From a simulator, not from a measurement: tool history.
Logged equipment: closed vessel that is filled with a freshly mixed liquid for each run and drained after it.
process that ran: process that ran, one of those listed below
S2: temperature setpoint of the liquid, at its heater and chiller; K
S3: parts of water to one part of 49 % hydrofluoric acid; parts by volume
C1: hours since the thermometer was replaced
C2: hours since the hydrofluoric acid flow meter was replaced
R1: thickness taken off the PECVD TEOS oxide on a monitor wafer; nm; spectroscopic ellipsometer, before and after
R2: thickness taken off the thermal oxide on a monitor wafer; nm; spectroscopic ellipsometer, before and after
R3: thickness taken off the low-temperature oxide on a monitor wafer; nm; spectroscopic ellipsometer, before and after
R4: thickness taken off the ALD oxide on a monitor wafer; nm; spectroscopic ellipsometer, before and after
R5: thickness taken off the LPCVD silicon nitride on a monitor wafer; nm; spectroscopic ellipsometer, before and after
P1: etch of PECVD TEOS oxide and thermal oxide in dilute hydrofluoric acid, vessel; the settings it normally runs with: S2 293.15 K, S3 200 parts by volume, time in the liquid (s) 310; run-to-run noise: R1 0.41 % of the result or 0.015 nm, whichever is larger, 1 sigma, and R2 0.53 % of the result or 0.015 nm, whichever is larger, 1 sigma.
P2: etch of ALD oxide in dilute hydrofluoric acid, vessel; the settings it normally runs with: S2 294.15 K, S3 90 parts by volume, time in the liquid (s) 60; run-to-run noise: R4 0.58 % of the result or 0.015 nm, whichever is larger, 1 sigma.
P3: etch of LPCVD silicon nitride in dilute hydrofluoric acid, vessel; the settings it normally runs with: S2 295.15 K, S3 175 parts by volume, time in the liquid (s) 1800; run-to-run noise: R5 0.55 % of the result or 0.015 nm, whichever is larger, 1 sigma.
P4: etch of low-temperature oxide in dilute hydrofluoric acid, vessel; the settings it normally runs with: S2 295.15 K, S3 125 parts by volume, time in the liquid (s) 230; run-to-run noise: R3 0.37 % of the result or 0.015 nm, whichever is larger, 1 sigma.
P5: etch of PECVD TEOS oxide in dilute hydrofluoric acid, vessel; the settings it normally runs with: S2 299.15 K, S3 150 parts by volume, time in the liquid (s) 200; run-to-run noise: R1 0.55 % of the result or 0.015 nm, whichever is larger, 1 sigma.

{"run": 1, "hour": 3.3, "process that ran": "P1", "S2": 293.15, "S3": 200, "time in the liquid (s)": 310, "C1": 657.2, "C2": 527.1, "R1": 12.006, "R2": 5.5986}
{"run": 2, "hour": 8.1, "process that ran": "P4", "S2": 295.15, "S3": 225, "time in the liquid (s)": 230, "C1": 662, "C2": 531.9, "R3": 8.9496}
{"run": 3, "hour": 11.8, "process that ran": "P1", "S2": 290.15, "S3": 200, "time in the liquid (s)": 310, "C1": 665.7, "C2": 535.6, "R1": 10.819, "R2": 5.0204}
{"run": 4, "hour": 17.5, "process that ran": "P1", "S2": 293.15, "S3": 200, "time in the liquid (s)": 310, "C1": 671.4, "C2": 541.3, "R1": 12.086, "R2": 5.6067}
{"run": 5, "hour": 20.3, "process that ran": "P1", "S2": 290.15, "S3": 200, "time in the liquid (s)": 110, "C1": 674.2, "C2": 544.1, "R1": 3.8373, "R2": 1.7482}
{"run": 6, "hour": 25.0, "process that ran": "P1", "S2": 293.15, "S3": 200, "time in the liquid (s)": 310, "C1": 678.9, "C2": 548.8, "R1": 12.172, "R2": 5.6258}
{"run": 7, "hour": 30.0, "process that ran": "P5", "S2": 299.15, "S3": 150, "time in the liquid (s)": 35, "C1": 683.9, "C2": 553.8, "R1": 4.2337}
{"run": 8, "hour": 34.5, "process that ran": "P1", "S2": 293.15, "S3": 200, "time in the liquid (s)": 310, "C1": 688.4, "C2": 558.3, "R1": 12.104, "R2": 5.5567}
{"run": 9, "hour": 39.4, "process that ran": "P1", "S2": 293.15, "S3": 200, "time in the liquid (s)": 310, "C1": 693.3, "C2": 563.2, "R1": 12.187, "R2": 5.6108}
{"run": 10, "hour": 45.2, "process that ran": "P2", "S2": 294.15, "S3": 90, "time in the liquid (s)": 30, "C1": 699.1, "C2": 569, "R4": 4.2597}
{"run": 11, "hour": 49.6, "process that ran": "P1", "S2": 293.15, "S3": 200, "time in the liquid (s)": 30, "C1": 703.5, "C2": 573.4, "R1": 1.1453, "R2": 0.5444}
{"run": 12, "hour": 53.7, "process that ran": "P5", "S2": 293.15, "S3": 150, "time in the liquid (s)": 200, "C1": 707.6, "C2": 577.5, "R1": 19.344}
{"run": 13, "hour": 57.0, "process that ran": "P1", "S2": 293.15, "S3": 280, "time in the liquid (s)": 310, "C1": 710.9, "C2": 580.8, "R1": 8.0095, "R2": 3.7215}
{"run": 14, "hour": 61.7, "process that ran": "P3", "S2": 295.15, "S3": 175, "time in the liquid (s)": 1800, "C1": 715.6, "C2": 585.5, "R5": 4.2163}
{"run": 15, "hour": 67.1, "process that ran": "P5", "S2": 299.15, "S3": 45, "time in the liquid (s)": 200, "C1": 721, "C2": 590.9, "R1": 93.287}
{"run": 16, "hour": 71.1, "process that ran": "P1", "S2": 293.15, "S3": 200, "time in the liquid (s)": 310, "C1": 725, "C2": 594.9, "R1": 12.067, "R2": 5.6177}
{"run": 17, "hour": 77.1, "process that ran": "P3", "S2": 290.15, "S3": 175, "time in the liquid (s)": 1800, "C1": 731, "C2": 600.9, "R5": 3.0134}
{"run": 18, "hour": 80.4, "process that ran": "P1", "S2": 293.15, "S3": 200, "time in the liquid (s)": 495, "C1": 734.3, "C2": 604.2, "R1": 19.265, "R2": 8.9231}
{"run": 19, "hour": 84.6, "process that ran": "P2", "S2": 294.15, "S3": 90, "time in the liquid (s)": 60, "C1": 738.5, "C2": 608.4, "R4": 8.6308}
{"run": 20, "hour": 90.1, "process that ran": "P2", "S2": 294.15, "S3": 55, "time in the liquid (s)": 60, "C1": 744, "C2": 613.9, "R4": 14.68}
{"run": 21, "hour": 95.1, "process that ran": "P3", "S2": 295.15, "S3": 175, "time in the liquid (s)": 570, "C1": 749, "C2": 618.9, "R5": 1.3013}
{"run": 22, "hour": 100.6, "process that ran": "P5", "S2": 299.15, "S3": 150, "time in the liquid (s)": 200, "C1": 754.5, "C2": 624.4, "R1": 24.427}
{"run": 23, "hour": 106.4, "process that ran": "P4", "S2": 295.15, "S3": 125, "time in the liquid (s)": 230, "C1": 760.3, "C2": 630.2, "R3": 17.916}
{"run": 24, "hour": 109.5, "process that ran": "P1", "S2": 301.15, "S3": 200, "time in the liquid (s)": 480, "C1": 763.4, "C2": 633.3, "R1": 24.884, "R2": 11.636}
{"run": 25, "hour": 113.7, "process that ran": "P2", "S2": 294.15, "S3": 90, "time in the liquid (s)": 60, "C1": 767.6, "C2": 637.5, "R4": 8.5313}
{"run": 26, "hour": 118.3, "process that ran": "P5", "S2": 299.15, "S3": 150, "time in the liquid (s)": 200, "C1": 772.2, "C2": 642.1, "R1": 24.55}
{"run": 27, "hour": 124.1, "process that ran": "P1", "S2": 301.15, "S3": 200, "time in the liquid (s)": 310, "C1": 778, "C2": 647.9, "R1": 16.263, "R2": 7.4917}
{"run": 28, "hour": 127.6, "process that ran": "P3", "S2": 295.15, "S3": 295, "time in the liquid (s)": 1800, "C1": 781.5, "C2": 651.4, "R5": 2.5194}
{"run": 29, "hour": 133.4, "process that ran": "P1", "S2": 293.15, "S3": 85, "time in the liquid (s)": 310, "C1": 787.3, "C2": 657.2, "R1": 31.945, "R2": 14.908}
{"run": 30, "hour": 136.1, "process that ran": "P4", "S2": 295.15, "S3": 125, "time in the liquid (s)": 65, "C1": 790, "C2": 659.9, "R3": 5.0219}
{"run": 31, "hour": 141.1, "process that ran": "P1", "S2": 298.15, "S3": 105, "time in the liquid (s)": 310, "C1": 795, "C2": 664.9, "R1": 30.913, "R2": 14.481}
{"run": 32, "hour": 147.0, "process that ran": "P4", "S2": 290.15, "S3": 125, "time in the liquid (s)": 230, "C1": 800.9, "C2": 670.8, "R3": 14.522}
{"run": 33, "hour": 149.7, "process that ran": "P2", "S2": 299.15, "S3": 90, "time in the liquid (s)": 60, "C1": 803.6, "C2": 673.5, "R4": 10.507}
{"run": 34, "hour": 153.2, "process that ran": "P1", "S2": 293.15, "S3": 200, "time in the liquid (s)": 310, "C1": 807.1, "C2": 677, "R1": 12.143, "R2": 5.6073}

Run 35 has not been measured yet. What should we expect?
{"run": 35, "hour": 156.6, "process that ran": "P1", "S2": 293.15, "S3": 200, "time in the liquid (s)": 310, "C1": 810.5, "C2": 680.4, "R1": "?", "R2": "?"}

Run 35 came out at R1 12.436 nm, R2 5.7303 nm.

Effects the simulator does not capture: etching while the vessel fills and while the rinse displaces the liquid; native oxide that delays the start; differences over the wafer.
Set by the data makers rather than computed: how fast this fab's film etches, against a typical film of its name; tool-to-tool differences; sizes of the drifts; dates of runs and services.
